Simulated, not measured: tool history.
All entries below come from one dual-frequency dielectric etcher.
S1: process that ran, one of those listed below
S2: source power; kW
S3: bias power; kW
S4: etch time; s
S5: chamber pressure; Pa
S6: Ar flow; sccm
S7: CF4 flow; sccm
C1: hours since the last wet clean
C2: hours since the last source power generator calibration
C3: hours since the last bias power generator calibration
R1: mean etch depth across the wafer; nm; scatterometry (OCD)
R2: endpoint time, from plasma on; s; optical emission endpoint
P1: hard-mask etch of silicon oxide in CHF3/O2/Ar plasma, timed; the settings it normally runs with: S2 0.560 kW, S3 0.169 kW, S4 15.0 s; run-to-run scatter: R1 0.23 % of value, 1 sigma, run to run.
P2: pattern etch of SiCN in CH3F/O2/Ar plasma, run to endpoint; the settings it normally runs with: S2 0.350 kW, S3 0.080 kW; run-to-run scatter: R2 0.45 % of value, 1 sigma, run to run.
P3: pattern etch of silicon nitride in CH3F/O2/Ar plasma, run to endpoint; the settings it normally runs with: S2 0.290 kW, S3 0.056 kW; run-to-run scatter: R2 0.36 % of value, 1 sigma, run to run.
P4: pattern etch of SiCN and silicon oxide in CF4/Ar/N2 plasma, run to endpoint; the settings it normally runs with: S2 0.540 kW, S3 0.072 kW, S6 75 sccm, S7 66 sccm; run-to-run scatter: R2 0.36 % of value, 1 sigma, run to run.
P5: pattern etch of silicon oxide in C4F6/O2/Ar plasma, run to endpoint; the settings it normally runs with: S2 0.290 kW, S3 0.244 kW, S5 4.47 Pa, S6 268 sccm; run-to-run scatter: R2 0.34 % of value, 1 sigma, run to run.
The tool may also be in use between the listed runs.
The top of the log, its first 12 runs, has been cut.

run,hour,S1,S2,S3,S4,S5,S6,S7,C1,C2,C3,R1,R2
13,62.6,P3,0.290,0.056,,,,,175.7,2308.7,2196.4,,43.682
14,67.1,P1,0.430,0.169,15.0,,,,180.2,2313.2,2200.9,25.236,
15,72.6,P1,0.370,0.169,10.0,,,,185.7,2318.7,2206.4,15.899,
16,77.2,P3,0.390,0.056,,,,,190.3,2323.3,2211.0,,39.099
17,80.6,P1,0.560,0.169,15.0,,,,193.7,2326.7,2214.4,27.917,
18,83.9,P1,0.420,0.133,15.0,,,,197.0,2330.0,2217.7,23.173,
19,89.0,P5,0.360,0.244,,4.47,268,,202.1,2335.1,2222.8,,13.328
20,92.2,P1,0.420,0.124,15.0,,,,205.3,2338.3,2226.0,22.630,
21,95.6,P2,0.260,0.080,,,,,208.7,2341.7,2229.4,,30.857
22,99.6,P4,0.540,0.056,,,75,66,212.7,2345.7,2233.4,,13.221
23,102.2,P1,0.560,0.169,15.0,,,,215.3,2348.3,2236.0,27.969,
24,106.6,P1,0.560,0.169,15.0,,,,219.7,2352.7,2240.4,27.914,

What will run 25 give?
25,110.8,P4,0.540,0.072,,,75,92,223.9,2356.9,2244.6,,?

Run 25 produced R2 11.749 s.

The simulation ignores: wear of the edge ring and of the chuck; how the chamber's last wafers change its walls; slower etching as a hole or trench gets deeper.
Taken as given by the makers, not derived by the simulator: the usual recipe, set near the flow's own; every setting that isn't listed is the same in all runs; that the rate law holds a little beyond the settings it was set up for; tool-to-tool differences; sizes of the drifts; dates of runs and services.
